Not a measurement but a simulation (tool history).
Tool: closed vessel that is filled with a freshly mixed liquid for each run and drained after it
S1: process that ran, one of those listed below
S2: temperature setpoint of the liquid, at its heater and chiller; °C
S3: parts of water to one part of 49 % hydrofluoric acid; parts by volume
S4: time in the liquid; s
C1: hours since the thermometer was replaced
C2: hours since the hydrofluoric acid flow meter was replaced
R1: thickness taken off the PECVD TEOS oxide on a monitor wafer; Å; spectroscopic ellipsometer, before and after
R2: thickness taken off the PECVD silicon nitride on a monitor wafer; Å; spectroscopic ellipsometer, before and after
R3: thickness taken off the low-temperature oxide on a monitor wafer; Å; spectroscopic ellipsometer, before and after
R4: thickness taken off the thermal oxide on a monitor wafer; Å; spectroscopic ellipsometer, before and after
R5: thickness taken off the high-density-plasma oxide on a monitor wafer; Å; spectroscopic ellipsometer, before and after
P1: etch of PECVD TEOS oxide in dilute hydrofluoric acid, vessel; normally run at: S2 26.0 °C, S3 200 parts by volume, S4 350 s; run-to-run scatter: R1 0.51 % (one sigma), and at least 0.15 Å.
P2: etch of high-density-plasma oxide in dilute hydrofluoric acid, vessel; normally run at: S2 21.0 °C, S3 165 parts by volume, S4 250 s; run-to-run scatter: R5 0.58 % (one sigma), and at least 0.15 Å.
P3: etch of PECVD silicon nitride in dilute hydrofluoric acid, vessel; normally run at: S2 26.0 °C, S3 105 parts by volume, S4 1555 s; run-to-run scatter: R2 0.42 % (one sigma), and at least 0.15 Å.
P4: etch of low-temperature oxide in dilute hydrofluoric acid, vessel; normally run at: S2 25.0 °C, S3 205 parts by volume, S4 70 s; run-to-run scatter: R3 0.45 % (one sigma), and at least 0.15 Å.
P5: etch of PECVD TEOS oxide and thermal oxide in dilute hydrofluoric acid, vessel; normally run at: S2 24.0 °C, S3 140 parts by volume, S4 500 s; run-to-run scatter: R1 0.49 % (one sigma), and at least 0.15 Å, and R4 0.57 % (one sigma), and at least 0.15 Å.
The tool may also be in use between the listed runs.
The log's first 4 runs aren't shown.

| run | hour | S1 | S2 | S3 | S4 | C1 | C2 | R1 | R2 | R3 | R4 | R5 |
|---|---|---|---|---|---|---|---|---|---|---|---|---|
| 5 | 38.3 | P5 | 24.0 | 55 | 500 | 1225.4 | 597.4 | 1726.400 |  |  | 455.12 |  |
| 6 | 43.2 | P4 | 31.0 | 205 | 70 | 1230.3 | 602.3 |  |  | 61.574 |  |  |
| 7 | 48.1 | P5 | 24.0 | 140 | 745 | 1235.2 | 607.2 | 904.650 |  |  | 242.88 |  |
| 8 | 57.0 | P2 | 21.0 | 255 | 250 | 1244.1 | 616.1 |  |  |  |  | 43.283 |
| 9 | 63.5 | P3 | 26.0 | 105 | 1555 | 1250.6 | 622.6 |  | 518.16 |  |  |  |
| 10 | 70.1 | P3 | 26.0 | 170 | 1555 | 1257.2 | 629.2 |  | 317.31 |  |  |  |
| 11 | 76.8 | P1 | 26.0 | 200 | 350 | 1263.9 | 635.9 | 230.080 |  |  |  |  |
| 12 | 82.8 | P3 | 31.0 | 105 | 1555 | 1269.9 | 641.9 |  | 706.25 |  |  |  |
| 13 | 93.5 | P1 | 31.0 | 200 | 350 | 1280.6 | 652.6 | 272.200 |  |  |  |  |
| 14 | 103.3 | P1 | 26.0 | 320 | 350 | 1290.4 | 662.4 | 127.130 |  |  |  |  |
| 15 | 113.5 | P1 | 26.0 | 200 | 550 | 1300.6 | 672.6 | 357.640 |  |  |  |  |
| 16 | 120.9 | P2 | 21.0 | 165 | 250 | 1308.0 | 680.0 |  |  |  |  | 73.652 |
| 17 | 125.6 | P1 | 26.0 | 200 | 350 | 1312.7 | 684.7 | 229.480 |  |  |  |  |
| 18 | 134.1 | P1 | 26.0 | 200 | 350 | 1321.2 | 693.2 | 229.270 |  |  |  |  |
| 19 | 140.6 | P4 | 25.0 | 205 | 70 | 1327.7 | 699.7 |  |  | 49.210 |  |  |
| 20 | 147.0 | P2 | 26.5 | 165 | 250 | 1334.1 | 706.1 |  |  |  |  | 91.402 |
| 21 | 155.7 | P1 | 26.0 | 200 | 350 | 1342.8 | 714.8 | 229.200 |  |  |  |  |
| 22 | 164.2 | P1 | 26.0 | 120 | 350 | 1351.3 | 723.3 | 419.070 |  |  |  |  |
| 23 | 174.9 | P5 | 24.0 | 140 | 500 | 1362.0 | 734.0 | 607.330 |  |  | 162.37 |  |
| 24 | 181.5 | P3 | 26.0 | 105 | 2830 | 1368.6 | 740.6 |  | 940.99 |  |  |  |
| 25 | 190.7 | P1 | 32.0 | 345 | 350 | 1377.8 | 749.8 | 138.180 |  |  |  |  |
| 26 | 199.8 | P1 | 26.0 | 200 | 85 | 1386.9 | 758.9 | 55.538 |  |  |  |  |

Run 27 comes next. What will it give?
| 27 | 206.5 | P4 | 25.0 | 310 | 70 | 1393.6 | 765.6 |  |  | ? |  |  |

Run 27 gave R3 29.469 Å.
